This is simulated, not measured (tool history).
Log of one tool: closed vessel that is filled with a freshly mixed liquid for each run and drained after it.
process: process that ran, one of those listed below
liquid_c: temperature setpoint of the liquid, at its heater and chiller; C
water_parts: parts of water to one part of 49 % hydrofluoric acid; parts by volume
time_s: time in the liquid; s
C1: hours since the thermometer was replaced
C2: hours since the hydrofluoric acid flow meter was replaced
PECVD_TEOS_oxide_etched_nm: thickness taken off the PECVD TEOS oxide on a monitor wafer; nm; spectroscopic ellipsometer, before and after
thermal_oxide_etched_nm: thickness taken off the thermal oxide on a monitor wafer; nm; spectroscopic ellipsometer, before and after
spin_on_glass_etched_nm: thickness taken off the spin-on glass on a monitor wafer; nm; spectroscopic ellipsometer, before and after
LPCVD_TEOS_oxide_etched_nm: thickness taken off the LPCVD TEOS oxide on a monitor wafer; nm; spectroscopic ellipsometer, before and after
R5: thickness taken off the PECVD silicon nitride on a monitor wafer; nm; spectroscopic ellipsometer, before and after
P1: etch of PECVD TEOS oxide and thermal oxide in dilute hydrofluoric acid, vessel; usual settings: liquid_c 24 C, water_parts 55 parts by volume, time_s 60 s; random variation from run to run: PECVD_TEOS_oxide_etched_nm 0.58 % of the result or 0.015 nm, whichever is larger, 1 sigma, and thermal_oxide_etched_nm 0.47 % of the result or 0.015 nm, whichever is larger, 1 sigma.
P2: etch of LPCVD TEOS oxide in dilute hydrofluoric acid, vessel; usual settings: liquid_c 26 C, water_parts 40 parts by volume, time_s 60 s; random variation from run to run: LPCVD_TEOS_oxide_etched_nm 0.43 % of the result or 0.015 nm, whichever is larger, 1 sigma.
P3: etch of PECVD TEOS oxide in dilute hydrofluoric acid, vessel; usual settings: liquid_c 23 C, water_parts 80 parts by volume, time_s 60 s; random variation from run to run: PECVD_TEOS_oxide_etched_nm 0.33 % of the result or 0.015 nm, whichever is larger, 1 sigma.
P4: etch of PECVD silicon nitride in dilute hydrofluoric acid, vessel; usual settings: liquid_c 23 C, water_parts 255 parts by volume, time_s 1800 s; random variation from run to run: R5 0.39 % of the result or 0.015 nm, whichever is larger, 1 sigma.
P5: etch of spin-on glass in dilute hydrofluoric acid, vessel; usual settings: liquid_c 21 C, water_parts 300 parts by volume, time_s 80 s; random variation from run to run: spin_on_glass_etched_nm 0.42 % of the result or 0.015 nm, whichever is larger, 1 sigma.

run 1 hour=6.6 | process=P1 liquid_c=24 water_parts=55 time_s=60 | C1=723.6 C2=1248.8 | PECVD_TEOS_oxide_etched_nm=33.05 thermal_oxide_etched_nm=5.5038
run 2 hour=10.8 | process=P1 liquid_c=29 water_parts=85 time_s=60 | C1=727.8 C2=1253 | PECVD_TEOS_oxide_etched_nm=24.876 thermal_oxide_etched_nm=4.1272
run 3 hour=16.1 | process=P5 liquid_c=21 water_parts=300 time_s=80 | C1=733.1 C2=1258.3 | spin_on_glass_etched_nm=8.5436
run 4 hour=21.2 | process=P3 liquid_c=23 water_parts=80 time_s=60 | C1=738.2 C2=1263.4 | PECVD_TEOS_oxide_etched_nm=15.52
run 5 hour=29.3 | process=P2 liquid_c=26 water_parts=40 time_s=60 | C1=746.3 C2=1271.5 | LPCVD_TEOS_oxide_etched_nm=70.631
run 6 hour=35.1 | process=P2 liquid_c=26 water_parts=40 time_s=110 | C1=752.1 C2=1277.3 | LPCVD_TEOS_oxide_etched_nm=130.22
run 7 hour=41.9 | process=P1 liquid_c=24 water_parts=85 time_s=60 | C1=758.9 C2=1284.1 | PECVD_TEOS_oxide_etched_nm=20.439 thermal_oxide_etched_nm=3.4309
-- hour=47 hydrofluoric acid flow meter replaced
run 8 hour=48.4 | process=P5 liquid_c=21 water_parts=60 time_s=80 | C1=765.4 C2=1.4 | spin_on_glass_etched_nm=55.038
run 9 hour=57.2 | process=P3 liquid_c=23 water_parts=25 time_s=60 | C1=774.2 C2=10.2 | PECVD_TEOS_oxide_etched_nm=53.272
run 10 hour=63.5 | process=P3 liquid_c=23 water_parts=80 time_s=110 | C1=780.5 C2=16.5 | PECVD_TEOS_oxide_etched_nm=28.819
run 11 hour=69.2 | process=P1 liquid_c=24 water_parts=55 time_s=60 | C1=786.2 C2=22.2 | PECVD_TEOS_oxide_etched_nm=32.801 thermal_oxide_etched_nm=5.522
run 12 hour=73.8 | process=P4 liquid_c=17.5 water_parts=255 time_s=1800 | C1=790.8 C2=26.8 | R5=8.986
run 13 hour=82 | process=P2 liquid_c=26 water_parts=40 time_s=60 | C1=799 C2=35 | LPCVD_TEOS_oxide_etched_nm=71.419
run 14 hour=89.3 | process=P2 liquid_c=32.5 water_parts=40 time_s=60 | C1=806.3 C2=42.3 | LPCVD_TEOS_oxide_etched_nm=91.372
run 15 hour=95.7 | process=P1 liquid_c=24 water_parts=55 time_s=60 | C1=812.7 C2=48.7 | PECVD_TEOS_oxide_etched_nm=33.028 thermal_oxide_etched_nm=5.4935
run 16 hour=100.8 | process=P5 liquid_c=17 water_parts=300 time_s=80 | C1=817.8 C2=53.8 | spin_on_glass_etched_nm=7.3814
run 17 hour=109.5 | process=P1 liquid_c=24 water_parts=55 time_s=60 | C1=826.5 C2=62.5 | PECVD_TEOS_oxide_etched_nm=32.906 thermal_oxide_etched_nm=5.5019
run 18 hour=115.9 | process=P2 liquid_c=26 water_parts=20 time_s=60 | C1=832.9 C2=68.9 | LPCVD_TEOS_oxide_etched_nm=146.06
run 19 hour=122.3 | process=P1 liquid_c=24 water_parts=55 time_s=60 | C1=839.3 C2=75.3 | PECVD_TEOS_oxide_etched_nm=32.853 thermal_oxide_etched_nm=5.525
run 20 hour=128.7 | process=P4 liquid_c=23 water_parts=255 time_s=145 | C1=845.7 C2=81.7 | R5=1.0565
run 21 hour=137.4 | process=P1 liquid_c=24 water_parts=55 time_s=105 | C1=854.4 C2=90.4 | PECVD_TEOS_oxide_etched_nm=58.115 thermal_oxide_etched_nm=9.622
run 22 hour=144.6 | process=P4 liquid_c=23 water_parts=255 time_s=1800 | C1=861.6 C2=97.6 | R5=12.895
run 23 hour=150.3 | process=P3 liquid_c=17 water_parts=80 time_s=60 | C1=867.3 C2=103.3 | PECVD_TEOS_oxide_etched_nm=12.169
run 24 hour=156.8 | process=P1 liquid_c=24 water_parts=55 time_s=30 | C1=873.8 C2=109.8 | PECVD_TEOS_oxide_etched_nm=16.518 thermal_oxide_etched_nm=2.7687
run 25 hour=164.8 | process=P5 liquid_c=21 water_parts=300 time_s=120 | C1=881.8 C2=117.8 | spin_on_glass_etched_nm=12.83
run 26 hour=170 | process=P1 liquid_c=30.5 water_parts=55 time_s=60 | C1=887 C2=123 | PECVD_TEOS_oxide_etched_nm=42.622 thermal_oxide_etched_nm=7.1319
run 27 hour=176.5 | process=P1 liquid_c=24 water_parts=20 time_s=60 | C1=893.5 C2=129.5 | PECVD_TEOS_oxide_etched_nm=94.806 thermal_oxide_etched_nm=15.925
run 28 hour=184.6 | process=P4 liquid_c=23 water_parts=370 time_s=1800 | C1=901.6 C2=137.6 | R5=8.8904
run 29 hour=190.7 | process=P1 liquid_c=18.5 water_parts=55 time_s=60 | C1=907.7 C2=143.7 | PECVD_TEOS_oxide_etched_nm=26.231 thermal_oxide_etched_nm=4.4067
run 30 hour=198.7 | process=P1 liquid_c=24 water_parts=55 time_s=60 | C1=915.7 C2=151.7 | PECVD_TEOS_oxide_etched_nm=32.737 thermal_oxide_etched_nm=5.5131
run 31 hour=202.9 | process=P1 liquid_c=24 water_parts=55 time_s=60 | C1=919.9 C2=155.9 | PECVD_TEOS_oxide_etched_nm=32.22 thermal_oxide_etched_nm=5.4079
run 32 hour=207.5 | process=P1 liquid_c=24 water_parts=55 time_s=60 | C1=924.5 C2=160.5 | PECVD_TEOS_oxide_etched_nm=31.85 thermal_oxide_etched_nm=5.3429
run 33 hour=212.8 | process=P1 liquid_c=24 water_parts=55 time_s=60 | C1=929.8 C2=165.8 | PECVD_TEOS_oxide_etched_nm=31.395 thermal_oxide_etched_nm=5.22
run 34 hour=220.9 | process=P1 liquid_c=24 water_parts=55 time_s=60 | C1=937.9 C2=173.9 | PECVD_TEOS_oxide_etched_nm=30.754 thermal_oxide_etched_nm=5.2289
run 35 hour=228.5 | process=P1 liquid_c=24 water_parts=55 time_s=60 | C1=945.5 C2=181.5 | PECVD_TEOS_oxide_etched_nm=31.012 thermal_oxide_etched_nm=5.1361
run 36 hour=233 | process=P1 liquid_c=24 water_parts=55 time_s=60 | C1=950 C2=186 | PECVD_TEOS_oxide_etched_nm=30.457 thermal_oxide_etched_nm=5.1072
run 37 hour=240.8 | process=P1 liquid_c=24 water_parts=55 time_s=60 | C1=957.8 C2=193.8 | PECVD_TEOS_oxide_etched_nm=30.469 thermal_oxide_etched_nm=5.0891
run 38 hour=246.7 | process=P1 liquid_c=24 water_parts=55 time_s=60 | C1=963.7 C2=199.7 | PECVD_TEOS_oxide_etched_nm=30.606 thermal_oxide_etched_nm=5.0236
run 39 hour=255.6 | process=P1 liquid_c=24 water_parts=55 time_s=60 | C1=972.6 C2=208.6 | PECVD_TEOS_oxide_etched_nm=30.17 thermal_oxide_etched_nm=5.0679
run 40 hour=259.6 | process=P1 liquid_c=24 water_parts=55 time_s=60 | C1=976.6 C2=212.6 | PECVD_TEOS_oxide_etched_nm=30.588 thermal_oxide_etched_nm=5.1199
run 41 hour=265.6 | process=P1 liquid_c=24 water_parts=55 time_s=60 | C1=982.6 C2=218.6 | PECVD_TEOS_oxide_etched_nm=30.248 thermal_oxide_etched_nm=5.0813

What P1 gives has crept away from where it was. These 2 causes fit the log equally well, each at the size given:
A: liquid colder than its thermometer reads (K) = 2.01
B: hydrofluoric acid flow below the setpoint (%) = 7.43
The creep began at about hour 198.7.

4 check runs are offered, one wafer each, their results left as question marks. Which one tells the causes apart?
run check 1 hour=271.6 | process=P2 liquid_c=32 water_parts=40 time_s=60 | LPCVD_TEOS_oxide_etched_nm=?
run check 2 hour=271.6 | process=P5 liquid_c=17 water_parts=110 time_s=80 | spin_on_glass_etched_nm=?
run check 3 hour=271.6 | process=P3 liquid_c=23 water_parts=50 time_s=90 | PECVD_TEOS_oxide_etched_nm=?
run check 4 hour=271.6 | process=P4 liquid_c=19.5 water_parts=330 time_s=1800 | R5=?

What each check would give under each cause:
check=check_1 result=LPCVD_TEOS_oxide_etched_nm if_A=83.323 if_B=83.04
check=check_2 result=spin_on_glass_etched_nm if_A=21.917 if_B=21.892
check=check_3 result=PECVD_TEOS_oxide_etched_nm if_A=35.772 if_B=35.834
check=check_4 result=R5 if_A=7.0596 if_B=7.4529
How far apart the two closest causes lie, in the result that separates them most: check 1 0.34 %; check 2 0.11 %; check 3 0.17 %; check 4 5.42 %
Only check 4 tells the causes apart: in the others they would give nearly the same result.

Then check 4 was run and gave: R5 7.0961 nm. Which cause is it?

It is A: liquid colder than its thermometer reads (K).

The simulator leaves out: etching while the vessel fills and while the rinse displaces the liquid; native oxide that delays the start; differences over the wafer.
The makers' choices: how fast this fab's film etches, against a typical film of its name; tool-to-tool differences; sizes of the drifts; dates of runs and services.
